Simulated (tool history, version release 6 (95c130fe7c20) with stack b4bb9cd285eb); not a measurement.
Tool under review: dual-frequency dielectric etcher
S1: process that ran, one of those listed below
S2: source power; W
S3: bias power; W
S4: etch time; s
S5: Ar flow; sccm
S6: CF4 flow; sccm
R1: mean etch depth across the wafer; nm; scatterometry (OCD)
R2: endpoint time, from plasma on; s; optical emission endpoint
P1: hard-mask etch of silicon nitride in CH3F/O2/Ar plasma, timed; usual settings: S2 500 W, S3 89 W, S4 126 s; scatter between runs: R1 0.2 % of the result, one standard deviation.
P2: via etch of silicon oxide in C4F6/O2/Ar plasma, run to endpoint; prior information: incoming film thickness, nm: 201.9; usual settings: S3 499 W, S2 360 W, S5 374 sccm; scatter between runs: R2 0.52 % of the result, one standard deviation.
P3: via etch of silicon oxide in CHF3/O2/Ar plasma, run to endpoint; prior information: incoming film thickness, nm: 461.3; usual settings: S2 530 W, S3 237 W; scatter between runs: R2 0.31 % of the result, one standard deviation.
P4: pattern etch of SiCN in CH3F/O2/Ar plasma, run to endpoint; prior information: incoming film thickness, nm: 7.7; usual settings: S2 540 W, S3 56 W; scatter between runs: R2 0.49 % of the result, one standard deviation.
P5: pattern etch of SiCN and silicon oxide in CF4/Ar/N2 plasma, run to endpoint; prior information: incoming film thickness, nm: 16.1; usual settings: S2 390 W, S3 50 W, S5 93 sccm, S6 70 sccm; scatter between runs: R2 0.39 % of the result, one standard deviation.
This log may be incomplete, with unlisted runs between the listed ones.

{"run": 1, "day": 0.35, "S1": "P1", "S2": 500, "S3": 89, "S4": 126, "R1": 104.61}
{"run": 2, "day": 0.521, "S1": "P2", "S2": 360, "S3": 302, "S5": 374, "R2": 53.905}
{"run": 3, "day": 0.746, "S1": "P1", "S2": 500, "S3": 89, "S4": 126, "R1": 104.47}
{"run": 4, "day": 1.042, "S1": "P1", "S2": 370, "S3": 89, "S4": 176.5, "R1": 131.05}
{"run": 5, "day": 1.267, "S1": "P1", "S2": 500, "S3": 70, "S4": 126, "R1": 96.193}
{"run": 6, "day": 1.433, "S1": "P1", "S2": 500, "S3": 89, "S4": 175.5, "R1": 145.5}
{"run": 7, "day": 1.688, "S1": "P1", "S2": 600, "S3": 89, "S4": 126, "R1": 112.3}
{"run": 8, "day": 1.854, "S1": "P4", "S2": 310, "S3": 56, "R2": 24.219}
{"run": 9, "day": 2.1, "S1": "P1", "S2": 600, "S3": 89, "S4": 151.5, "R1": 134.92}
{"run": 10, "day": 2.421, "S1": "P1", "S2": 500, "S3": 89, "S4": 86, "R1": 71.446}
{"run": 11, "day": 2.754, "S1": "P5", "S2": 390, "S3": 50, "S5": 93, "S6": 99, "R2": 21.938}
{"run": 12, "day": 2.938, "S1": "P1", "S2": 500, "S3": 89, "S4": 126, "R1": 104.45}
{"run": 13, "day": 3.162, "S1": "P2", "S2": 360, "S3": 499, "S5": 374, "R2": 45.434}
{"run": 14, "day": 3.412, "S1": "P5", "S2": 390, "S3": 50, "S5": 60, "S6": 70, "R2": 21.699}
{"run": 15, "day": 3.617, "S1": "P1", "S2": 320, "S3": 89, "S4": 126, "R1": 88.711}
{"run": 16, "day": 3.821, "S1": "P3", "S2": 530, "S3": 237, "R2": 221.89}
{"run": 17, "day": 4.088, "S1": "P4", "S2": 540, "S3": 56, "R2": 19.468}
{"run": 18, "day": 4.412, "S1": "P5", "S2": 560, "S3": 50, "S5": 93, "S6": 70, "R2": 16.907}
{"run": 19, "day": 4.667, "S1": "P5", "S2": 390, "S3": 50, "S5": 93, "S6": 70, "R2": 23.208}
{"run": 20, "day": 4.992, "S1": "P1", "S2": 500, "S3": 109, "S4": 126, "R1": 112.62}
{"day": 5.196, "done": "bias power generator calibrated"}
{"run": 21, "day": 5.371, "S1": "P4", "S2": 540, "S3": 56, "R2": 19.614}
{"run": 22, "day": 5.633, "S1": "P4", "S2": 540, "S3": 78, "R2": 17.339}
{"run": 23, "day": 5.921, "S1": "P1", "S2": 500, "S3": 89, "S4": 126, "R1": 104.43}
{"run": 24, "day": 6.146, "S1": "P3", "S2": 730, "S3": 237, "R2": 196.98}
{"run": 25, "day": 6.525, "S1": "P5", "S2": 390, "S3": 60, "S5": 93, "S6": 70, "R2": 21.891}
{"run": 26, "day": 6.892, "S1": "P3", "S2": 530, "S3": 237, "R2": 221.7}
{"run": 27, "day": 7.067, "S1": "P1", "S2": 390, "S3": 65, "S4": 126, "R1": 85.616}
{"run": 28, "day": 7.404, "S1": "P2", "S2": 360, "S3": 499, "S5": 451, "R2": 45.896}
{"run": 29, "day": 7.788, "S1": "P3", "S2": 530, "S3": 336, "R2": 196.53}
{"run": 30, "day": 7.996, "S1": "P2", "S2": 430, "S3": 499, "S5": 374, "R2": 42.213}

Run 31 is up next; what results do you expect?
{"run": 31, "day": 8.296, "S1": "P1", "S2": 500, "S3": 89, "S4": 126, "R1": "?"}

{"run 31": {"R1": 104.53}}
